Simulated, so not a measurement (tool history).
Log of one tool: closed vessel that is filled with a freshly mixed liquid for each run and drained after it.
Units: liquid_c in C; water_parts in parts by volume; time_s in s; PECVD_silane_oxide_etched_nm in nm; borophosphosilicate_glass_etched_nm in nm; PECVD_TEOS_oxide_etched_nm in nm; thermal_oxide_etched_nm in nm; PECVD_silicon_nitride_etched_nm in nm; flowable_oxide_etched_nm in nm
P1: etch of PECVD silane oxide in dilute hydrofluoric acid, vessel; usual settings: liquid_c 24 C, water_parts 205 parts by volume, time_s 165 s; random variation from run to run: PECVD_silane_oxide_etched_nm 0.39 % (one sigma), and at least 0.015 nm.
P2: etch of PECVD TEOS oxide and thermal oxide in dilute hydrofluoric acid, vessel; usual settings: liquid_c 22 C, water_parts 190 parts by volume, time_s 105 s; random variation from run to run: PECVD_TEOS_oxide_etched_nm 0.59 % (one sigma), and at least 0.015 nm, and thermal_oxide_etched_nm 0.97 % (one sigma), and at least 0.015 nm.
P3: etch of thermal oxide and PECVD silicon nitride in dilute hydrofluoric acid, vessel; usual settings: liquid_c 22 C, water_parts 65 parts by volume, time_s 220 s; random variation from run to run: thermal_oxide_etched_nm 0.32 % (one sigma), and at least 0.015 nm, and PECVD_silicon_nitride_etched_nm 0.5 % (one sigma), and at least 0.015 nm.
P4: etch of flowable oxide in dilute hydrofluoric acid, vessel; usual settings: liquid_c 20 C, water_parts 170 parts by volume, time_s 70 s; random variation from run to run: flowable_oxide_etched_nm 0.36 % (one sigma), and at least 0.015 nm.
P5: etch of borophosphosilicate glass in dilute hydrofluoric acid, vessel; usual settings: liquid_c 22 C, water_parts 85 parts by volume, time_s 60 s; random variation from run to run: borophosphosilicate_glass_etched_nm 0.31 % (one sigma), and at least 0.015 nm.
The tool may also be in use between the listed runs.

| run | day | process | liquid_c | water_parts | time_s | hours since the thermometer was replaced | hours since the hydrofluoric acid flow meter was replaced | PECVD_silane_oxide_etched_nm | borophosphosilicate_glass_etched_nm | PECVD_TEOS_oxide_etched_nm | thermal_oxide_etched_nm | PECVD_silicon_nitride_etched_nm | flowable_oxide_etched_nm |
|---|---|---|---|---|---|---|---|---|---|---|---|---|---|
| 1 | 0.108 | P1 | 24 | 205 | 165 | 1856.8 | 856.1 | 13.572 |  |  |  |  |  |
| 2 | 0.225 | P5 | 22 | 150 | 60 | 1859.6 | 858.9 |  | 13.078 |  |  |  |  |
| 3 | 0.358 | P1 | 17 | 205 | 165 | 1862.8 | 862.1 | 10.425 |  |  |  |  |  |
| 4 | 0.512 | P2 | 22 | 190 | 190 | 1866.5 | 865.8 |  |  | 10.661 | 4.2125 |  |  |
| 5 | 0.733 | P3 | 22 | 65 | 220 | 1871.8 | 871.1 |  |  |  | 16.339 | 16.731 |  |
| 6 | 0.833 | P5 | 22 | 85 | 30 | 1874.2 | 873.5 |  | 12.356 |  |  |  |  |
| 7 | 1.042 | P1 | 24 | 205 | 165 | 1879.2 | 878.5 | 13.63 |  |  |  |  |  |
| 8 | 1.262 | P3 | 22 | 65 | 405 | 1884.5 | 883.8 |  |  |  | 30.217 | 30.664 |  |
| 9 | 1.408 | P1 | 24 | 205 | 165 | 1888 | 887.3 | 13.632 |  |  |  |  |  |
| 10 | 1.583 | P1 | 24 | 205 | 165 | 1892.2 | 891.5 | 13.485 |  |  |  |  |  |
| 11 | 1.792 | P4 | 20 | 170 | 70 | 1897.2 | 896.5 |  |  |  |  |  | 17.909 |
| 12 | 1.946 | P3 | 28.5 | 65 | 220 | 1900.9 | 900.2 |  |  |  | 21.349 | 25.792 |  |
| 13 | 2.058 | P4 | 20 | 260 | 70 | 1903.6 | 902.9 |  |  |  |  |  | 10.825 |
| 14 | 2.158 | P1 | 24 | 80 | 165 | 1906 | 905.3 | 40.531 |  |  |  |  |  |
| 15 | 2.354 | P1 | 24 | 205 | 165 | 1910.7 | 910 | 13.546 |  |  |  |  |  |
| 16 | 2.471 | P1 | 24 | 205 | 60 | 1913.5 | 912.8 | 4.9434 |  |  |  |  |  |
| 17 | 2.662 | P5 | 17 | 85 | 60 | 1918.1 | 917.4 |  | 20.106 |  |  |  |  |
| 18 | 2.762 | P4 | 20 | 170 | 70 | 1920.5 | 919.8 |  |  |  |  |  | 17.948 |
| 19 | 2.958 | P2 | 22 | 95 | 105 | 1925.2 | 924.5 |  |  | 12.821 | 5.2029 |  |  |
| 20 | 3.179 | P5 | 22 | 85 | 60 | 1930.5 | 929.8 |  | 24.802 |  |  |  |  |
| 21 | 3.367 | P1 | 28.5 | 205 | 230 | 1935 | 934.3 | 22.312 |  |  |  |  |  |
| 22 | 3.538 | P4 | 26.5 | 170 | 70 | 1939.1 | 938.4 |  |  |  |  |  | 22.811 |
| 23 | 3.667 | P1 | 24 | 205 | 280 | 1942.2 | 941.5 | 23.184 |  |  |  |  |  |
| 24 | 3.808 | P3 | 22 | 40 | 220 | 1945.6 | 944.9 |  |  |  | 27.566 | 27.006 |  |
| 25 | 3.938 | P2 | 17 | 190 | 105 | 1948.7 | 948 |  |  | 4.8622 | 1.8832 |  |  |
| 26 | 4.138 | P1 | 28 | 205 | 290 | 1953.5 | 952.8 | 27.559 |  |  |  |  |  |
| 27 | 4.262 | P1 | 32 | 205 | 165 | 1956.5 | 955.8 | 18.035 |  |  |  |  |  |

The next listed run, before its measurement:
| 28 | 4.408 | P1 | 24 | 290 | 165 | 1960 | 959.3 | ? |  |  |  |  |  |

Run 28 gave PECVD_silane_oxide_etched_nm 8.8613 nm.
